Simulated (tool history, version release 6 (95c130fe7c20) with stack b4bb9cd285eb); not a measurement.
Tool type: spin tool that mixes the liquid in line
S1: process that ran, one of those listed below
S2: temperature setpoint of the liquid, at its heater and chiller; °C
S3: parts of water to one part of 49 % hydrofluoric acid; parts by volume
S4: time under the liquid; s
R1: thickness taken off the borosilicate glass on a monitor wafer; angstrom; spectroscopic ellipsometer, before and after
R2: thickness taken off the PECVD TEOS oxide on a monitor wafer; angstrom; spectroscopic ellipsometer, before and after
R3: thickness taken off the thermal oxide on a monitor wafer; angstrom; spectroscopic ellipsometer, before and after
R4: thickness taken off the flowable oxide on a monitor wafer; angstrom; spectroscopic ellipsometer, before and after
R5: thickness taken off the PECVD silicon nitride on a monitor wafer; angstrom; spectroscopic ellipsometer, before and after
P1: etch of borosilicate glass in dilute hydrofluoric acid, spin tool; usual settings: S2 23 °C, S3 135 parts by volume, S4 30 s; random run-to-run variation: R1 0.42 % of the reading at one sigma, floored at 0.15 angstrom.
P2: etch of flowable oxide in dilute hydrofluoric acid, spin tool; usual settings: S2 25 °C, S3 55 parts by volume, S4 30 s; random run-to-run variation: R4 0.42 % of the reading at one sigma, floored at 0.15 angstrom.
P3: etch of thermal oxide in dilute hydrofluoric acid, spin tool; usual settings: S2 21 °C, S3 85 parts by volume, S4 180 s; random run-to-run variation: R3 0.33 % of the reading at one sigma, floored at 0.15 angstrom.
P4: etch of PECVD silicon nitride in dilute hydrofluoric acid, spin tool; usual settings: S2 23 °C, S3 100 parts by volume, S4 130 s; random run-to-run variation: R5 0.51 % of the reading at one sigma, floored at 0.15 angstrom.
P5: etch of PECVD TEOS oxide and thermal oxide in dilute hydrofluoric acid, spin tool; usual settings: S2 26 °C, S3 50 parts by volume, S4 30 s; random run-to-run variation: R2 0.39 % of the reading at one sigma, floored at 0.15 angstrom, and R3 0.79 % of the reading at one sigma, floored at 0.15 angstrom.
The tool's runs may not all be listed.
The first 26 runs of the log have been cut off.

{"run": 27, "hour": 301.7, "S1": "P1", "S2": 23, "S3": 135, "S4": 30, "R1": 62.465}
{"run": 28, "hour": 317.6, "S1": "P4", "S2": 23, "S3": 145, "S4": 130, "R5": 28.257}
{"run": 29, "hour": 332.3, "S1": "P5", "S2": 26, "S3": 50, "S4": 30, "R2": 72.051, "R3": 34.675}
{"run": 30, "hour": 346.4, "S1": "P2", "S2": 25, "S3": 55, "S4": 30, "R4": 244.03}
{"run": 31, "hour": 360.8, "S1": "P2", "S2": 25, "S3": 80, "S4": 30, "R4": 161.55}
{"run": 32, "hour": 376.2, "S1": "P1", "S2": 23, "S3": 135, "S4": 30, "R1": 62.392}
{"run": 33, "hour": 387.0, "S1": "P1", "S2": 23, "S3": 135, "S4": 30, "R1": 63.501}
{"run": 34, "hour": 399.1, "S1": "P1", "S2": 23, "S3": 135, "S4": 30, "R1": 64.519}
{"run": 35, "hour": 411.2, "S1": "P1", "S2": 23, "S3": 135, "S4": 30, "R1": 65.404}
{"run": 36, "hour": 421.9, "S1": "P1", "S2": 23, "S3": 135, "S4": 30, "R1": 65.224}
{"run": 37, "hour": 438.5, "S1": "P1", "S2": 23, "S3": 135, "S4": 30, "R1": 65.47}
{"run": 38, "hour": 449.4, "S1": "P1", "S2": 23, "S3": 135, "S4": 30, "R1": 65.549}

Run 39, settings as shown, results not yet in. Your forecast:
{"run": 39, "hour": 462.3, "S1": "P1", "S2": 23, "S3": 135, "S4": 30, "R1": "?"}

{"run 39": {"R1": 66.478}}

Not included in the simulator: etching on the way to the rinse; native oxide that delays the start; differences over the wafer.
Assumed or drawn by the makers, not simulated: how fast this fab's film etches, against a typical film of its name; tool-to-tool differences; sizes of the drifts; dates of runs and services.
